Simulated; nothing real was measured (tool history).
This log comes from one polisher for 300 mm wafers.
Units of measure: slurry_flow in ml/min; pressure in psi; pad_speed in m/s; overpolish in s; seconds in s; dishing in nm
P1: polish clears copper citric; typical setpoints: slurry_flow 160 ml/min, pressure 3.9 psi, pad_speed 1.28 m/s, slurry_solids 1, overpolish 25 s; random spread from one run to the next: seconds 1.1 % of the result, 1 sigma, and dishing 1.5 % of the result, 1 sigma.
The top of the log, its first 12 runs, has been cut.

run,hour,slurry_flow,pressure,pad_speed,slurry_solids,overpolish,wafers polished on this pad,hours since the slurry nozzle was cleaned,hours since the head pressure was calibrated,hours since the slurry blender was calibrated,seconds,dishing
13,116.8,160,3.9,1.86,1,25,1819,577.6,357.1,152.5,78.867,62.026
14,128.2,120,3.9,1.28,0.6,25,1936,589,368.5,163.9,131.46,46.019
15,139.8,160,3.9,1.28,1,12,2056,600.6,380.1,175.5,112.67,30.256
16,147.6,95,3.9,1.28,1,14,2136,608.4,387.9,183.3,129.37,31.652
17,155,160,3.9,1.28,1,25,2212,615.8,395.3,190.7,112.44,50.474
18,166.9,160,3.9,1.28,1,25,2335,627.7,407.2,202.6,114.88,49.969
19,172.7,160,3.9,1.28,0.55,25,2395,633.5,413,208.4,128.6,46.079
20,180,160,3.9,1.28,1,25,2470,640.8,420.3,215.7,113.89,49.271
21,190.9,160,3.9,1.28,1,25,2583,651.7,431.2,226.6,117.26,48.961
22,200.7,160,3.9,1.28,1,25,2684,661.5,441,236.4,118.99,48.441
23,212.1,160,3.9,1.28,1,25,2801,672.9,452.4,247.8,118.82,50.276
24,219,160,3.9,1.28,1,25,2873,679.8,459.3,254.7,121.03,48.38
25,230.1,160,3.9,1.28,1,25,2987,690.9,470.4,265.8,123.62,48.248
# hour 231.1: slurry blender recalibrated
# hour 235.9: head pressure recalibrated
26,242.2,160,3.9,1.28,1,25,3112,703,6.3,11.1,123.16,48.964
27,253.4,160,3.9,1.28,1,25,3227,714.2,17.5,22.3,119.44,47.439
28,258.8,160,3.9,1.28,1,25,3283,719.6,22.9,27.7,125.46,47.994
29,266.7,160,3.9,1.28,1,25,3364,727.5,30.8,35.6,123.93,48.734

The next listed run, before its measurement:
30,272.7,160,3.9,1.28,1,25,3426,733.5,36.8,41.6,?,?

seconds: 121.85 s
dishing: 48.066 nm
